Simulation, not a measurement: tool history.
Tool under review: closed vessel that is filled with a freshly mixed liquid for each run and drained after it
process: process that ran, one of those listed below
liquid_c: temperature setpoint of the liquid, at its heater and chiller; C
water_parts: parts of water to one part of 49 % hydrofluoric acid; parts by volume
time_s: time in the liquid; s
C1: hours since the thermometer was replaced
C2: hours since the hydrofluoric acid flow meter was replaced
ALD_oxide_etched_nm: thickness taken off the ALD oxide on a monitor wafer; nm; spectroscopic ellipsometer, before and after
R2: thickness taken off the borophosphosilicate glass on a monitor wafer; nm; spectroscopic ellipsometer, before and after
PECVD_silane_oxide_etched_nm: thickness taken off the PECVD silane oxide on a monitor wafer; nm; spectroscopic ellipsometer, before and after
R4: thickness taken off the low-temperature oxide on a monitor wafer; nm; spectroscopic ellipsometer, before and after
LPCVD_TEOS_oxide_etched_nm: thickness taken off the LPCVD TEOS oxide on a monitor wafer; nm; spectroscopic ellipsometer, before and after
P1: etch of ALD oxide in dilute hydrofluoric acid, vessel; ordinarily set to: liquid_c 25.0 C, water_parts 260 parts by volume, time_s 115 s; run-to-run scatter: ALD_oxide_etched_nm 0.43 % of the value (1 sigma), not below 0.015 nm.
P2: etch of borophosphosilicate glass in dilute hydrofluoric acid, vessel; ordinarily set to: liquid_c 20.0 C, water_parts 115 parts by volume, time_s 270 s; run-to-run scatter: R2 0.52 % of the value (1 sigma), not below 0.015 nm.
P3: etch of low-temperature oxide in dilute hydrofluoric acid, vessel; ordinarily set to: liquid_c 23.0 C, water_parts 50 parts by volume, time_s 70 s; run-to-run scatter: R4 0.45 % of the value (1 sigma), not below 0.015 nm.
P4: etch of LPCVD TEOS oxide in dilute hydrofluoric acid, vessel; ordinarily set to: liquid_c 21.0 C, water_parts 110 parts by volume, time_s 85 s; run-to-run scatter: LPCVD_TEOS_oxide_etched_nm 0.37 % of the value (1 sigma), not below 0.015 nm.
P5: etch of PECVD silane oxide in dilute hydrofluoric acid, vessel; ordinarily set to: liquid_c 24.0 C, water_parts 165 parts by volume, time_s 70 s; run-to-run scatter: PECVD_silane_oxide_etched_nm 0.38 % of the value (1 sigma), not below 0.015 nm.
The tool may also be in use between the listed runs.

Run 1, hour 7.0: process P1, liquid_c 25.0 C, water_parts 260 parts by volume, time_s 115 s; C1 448.2; C2 183.9. Result: ALD_oxide_etched_nm 7.4106 nm.
Run 2, hour 15.6: process P2, liquid_c 20.0 C, water_parts 115 parts by volume, time_s 270 s; C1 456.8; C2 192.5. Result: R2 55.076 nm.
Run 3, hour 20.7: process P5, liquid_c 24.0 C, water_parts 165 parts by volume, time_s 70 s; C1 461.9; C2 197.6. Result: PECVD_silane_oxide_etched_nm 6.1050 nm.
Run 4, hour 29.2: process P2, liquid_c 20.0 C, water_parts 200 parts by volume, time_s 270 s; C1 470.4; C2 206.1. Result: R2 29.087 nm.
Run 5, hour 38.1: process P1, liquid_c 25.0 C, water_parts 260 parts by volume, time_s 230 s; C1 479.3; C2 215.0. Result: ALD_oxide_etched_nm 14.8890 nm.
Run 6, hour 43.4: process P1, liquid_c 19.5 C, water_parts 260 parts by volume, time_s 115 s; C1 484.6; C2 220.3. Result: ALD_oxide_etched_nm 6.0630 nm.
Run 7, hour 47.9: process P1, liquid_c 25.0 C, water_parts 80 parts by volume, time_s 115 s; C1 489.1; C2 224.8. Result: ALD_oxide_etched_nm 29.8290 nm.
Run 8, hour 56.3: process P5, liquid_c 24.0 C, water_parts 165 parts by volume, time_s 70 s; C1 497.5; C2 233.2. Result: PECVD_silane_oxide_etched_nm 6.0123 nm.
Run 9, hour 63.4: process P1, liquid_c 25.0 C, water_parts 260 parts by volume, time_s 115 s; C1 504.6; C2 240.3. Result: ALD_oxide_etched_nm 7.4410 nm.
Run 10, hour 72.8: process P1, liquid_c 21.5 C, water_parts 260 parts by volume, time_s 70 s; C1 514.0; C2 249.7. Result: ALD_oxide_etched_nm 3.9929 nm.
Run 11, hour 80.3: process P1, liquid_c 31.5 C, water_parts 260 parts by volume, time_s 115 s; C1 521.5; C2 257.2. Result: ALD_oxide_etched_nm 9.2883 nm.
Run 12, hour 87.9: process P3, liquid_c 23.0 C, water_parts 50 parts by volume, time_s 70 s; C1 529.1; C2 264.8. Result: R4 51.080 nm.
Run 13, hour 97.2: process P1, liquid_c 25.0 C, water_parts 385 parts by volume, time_s 115 s; C1 538.4; C2 274.1. Result: ALD_oxide_etched_nm 4.4503 nm.
Run 14, hour 103.1: process P3, liquid_c 23.0 C, water_parts 50 parts by volume, time_s 125 s; C1 544.3; C2 280.0. Result: R4 91.058 nm.
Run 15, hour 109.4: process P4, liquid_c 21.0 C, water_parts 110 parts by volume, time_s 85 s; C1 550.6; C2 286.3. Result: LPCVD_TEOS_oxide_etched_nm 27.706 nm.
Run 16, hour 117.1: process P3, liquid_c 17.0 C, water_parts 50 parts by volume, time_s 70 s; C1 558.3; C2 294.0. Result: R4 39.558 nm.
Run 17, hour 123.1: process P4, liquid_c 29.0 C, water_parts 110 parts by volume, time_s 85 s; C1 564.3; C2 300.0. Result: LPCVD_TEOS_oxide_etched_nm 37.975 nm.
Run 18, hour 131.6: process P3, liquid_c 23.0 C, water_parts 20 parts by volume, time_s 70 s; C1 572.8; C2 308.5. Result: R4 131.830 nm.
Run 19, hour 141.3: process P4, liquid_c 21.0 C, water_parts 110 parts by volume, time_s 85 s; C1 582.5; C2 318.2. Result: LPCVD_TEOS_oxide_etched_nm 27.840 nm.
Run 20, hour 148.0: process P1, liquid_c 25.0 C, water_parts 260 parts by volume, time_s 115 s; C1 589.2; C2 324.9. Result: ALD_oxide_etched_nm 7.4368 nm.
Run 21, hour 154.9: process P3, liquid_c 23.0 C, water_parts 50 parts by volume, time_s 70 s; C1 596.1; C2 331.8. Result: R4 50.990 nm.
Run 22, hour 160.5: process P1, liquid_c 25.0 C, water_parts 260 parts by volume, time_s 115 s; C1 601.7; C2 337.4. Result: ALD_oxide_etched_nm 7.4085 nm.
Run 23, hour 167.6: process P2, liquid_c 28.0 C, water_parts 115 parts by volume, time_s 270 s; C1 608.8; C2 344.5. Result: R2 75.165 nm.
Run 24, hour 174.4: process P4, liquid_c 21.0 C, water_parts 110 parts by volume, time_s 125 s; C1 615.6; C2 351.3. Result: LPCVD_TEOS_oxide_etched_nm 41.084 nm.
Run 25, hour 179.3: process P5, liquid_c 24.0 C, water_parts 165 parts by volume, time_s 30 s; C1 620.5; C2 356.2. Result: PECVD_silane_oxide_etched_nm 2.5901 nm.
Run 26, hour 185.5: process P1, liquid_c 25.0 C, water_parts 260 parts by volume, time_s 45 s; C1 626.7; C2 362.4. Result: ALD_oxide_etched_nm 2.9029 nm.
Run 27, hour 193.9: process P1, liquid_c 25.0 C, water_parts 260 parts by volume, time_s 115 s; C1 635.1; C2 370.8. Result: ALD_oxide_etched_nm 7.4480 nm.
Run 28, hour 198.5: process P5, liquid_c 24.0 C, water_parts 95 parts by volume, time_s 70 s; C1 639.7; C2 375.4. Result: PECVD_silane_oxide_etched_nm 11.3910 nm.
Run 29, hour 203.8: process P5, liquid_c 29.5 C, water_parts 165 parts by volume, time_s 70 s; C1 645.0; C2 380.7. Result: PECVD_silane_oxide_etched_nm 7.3751 nm.
Run 30, hour 208.5: process P2, liquid_c 20.0 C, water_parts 115 parts by volume, time_s 110 s; C1 649.7; C2 385.4. Result: R2 22.439 nm.
Run 31, hour 218.2: process P4, liquid_c 21.0 C, water_parts 175 parts by volume, time_s 85 s; C1 659.4; C2 395.1. Result: LPCVD_TEOS_oxide_etched_nm 16.303 nm.
Run 32, hour 226.3: process P1, liquid_c 25.0 C, water_parts 260 parts by volume, time_s 115 s; C1 667.5; C2 403.2. Result: ALD_oxide_etched_nm 7.4068 nm.
Run 33, hour 232.1: process P1, liquid_c 25.0 C, water_parts 260 parts by volume, time_s 115 s; C1 673.3; C2 409.0. Result: ALD_oxide_etched_nm 7.2419 nm.
Run 34, hour 237.5: process P1, liquid_c 25.0 C, water_parts 260 parts by volume, time_s 115 s; C1 678.7; C2 414.4. Result: ALD_oxide_etched_nm 7.1210 nm.
Run 35, hour 246.0: process P1, liquid_c 25.0 C, water_parts 260 parts by volume, time_s 115 s; C1 687.2; C2 422.9. Result: ALD_oxide_etched_nm 7.1134 nm.
Run 36, hour 252.9: process P1, liquid_c 25.0 C, water_parts 260 parts by volume, time_s 115 s; C1 694.1; C2 429.8. Result: ALD_oxide_etched_nm 6.9075 nm.
Run 37, hour 259.5: process P1, liquid_c 25.0 C, water_parts 260 parts by volume, time_s 115 s; C1 700.7; C2 436.4. Result: ALD_oxide_etched_nm 6.9199 nm.
Run 38, hour 265.2: process P1, liquid_c 25.0 C, water_parts 260 parts by volume, time_s 115 s; C1 706.4; C2 442.1. Result: ALD_oxide_etched_nm 6.9467 nm.
Run 39, hour 274.5: process P1, liquid_c 25.0 C, water_parts 260 parts by volume, time_s 115 s; C1 715.7; C2 451.4. Result: ALD_oxide_etched_nm 6.8839 nm.
Run 40, hour 282.2: process P1, liquid_c 25.0 C, water_parts 260 parts by volume, time_s 115 s; C1 723.4; C2 459.1. Result: ALD_oxide_etched_nm 6.9090 nm.
Run 41, hour 290.7: process P1, liquid_c 25.0 C, water_parts 260 parts by volume, time_s 115 s; C1 731.9; C2 467.6. Result: ALD_oxide_etched_nm 6.8470 nm.
Run 42, hour 297.4: process P1, liquid_c 25.0 C, water_parts 260 parts by volume, time_s 115 s; C1 738.6; C2 474.3. Result: ALD_oxide_etched_nm 6.8857 nm.

P1 has crept away from where it was. The log is fitted equally well by each of these 2 causes, at the sizes shown:
A: liquid colder than its thermometer reads (K) = 2.21
B: hydrofluoric acid flow below the setpoint (%) = 5.99
The onset of the drift is placed at about hour 226.3.

Each of the 4 check runs below uses one wafer; its results are left as question marks. Which run tells the causes apart?
Run check 1, hour 304.1: process P4, liquid_c 27.5 C, water_parts 170 parts by volume, time_s 85 s. Result: LPCVD_TEOS_oxide_etched_nm ?.
Run check 2, hour 304.1: process P5, liquid_c 29.0 C, water_parts 165 parts by volume, time_s 30 s. Result: PECVD_silane_oxide_etched_nm ?.
Run check 3, hour 304.1: process P3, liquid_c 17.0 C, water_parts 50 parts by volume, time_s 115 s. Result: R4 ?.
Run check 4, hour 304.1: process P2, liquid_c 25.5 C, water_parts 190 parts by volume, time_s 270 s. Result: R2 ?.

How each check would come out, cause by cause:
  check                        result    if A    if B
check 1    LPCVD_TEOS_oxide_etched_nm  19.830  19.960
check 2  PECVD_silane_oxide_etched_nm  2.8726  2.8882
check 3                            R4  58.773  60.656
check 4                            R2  35.027  35.258
Per check, the gap between the least separated pair of causes, taken in the result that splits them most: check 1 0.65 %; check 2 0.54 %; check 3 3.15 %; check 4 0.66 %
Check 3 distinguishes between the causes, while the remaining checks would return nearly the same result for all of them.

Check 3 was carried out, with these results: R4 58.750 nm. Which of the listed causes is responsible?

Of the candidate causes, it is A: liquid colder than its thermometer reads (K).
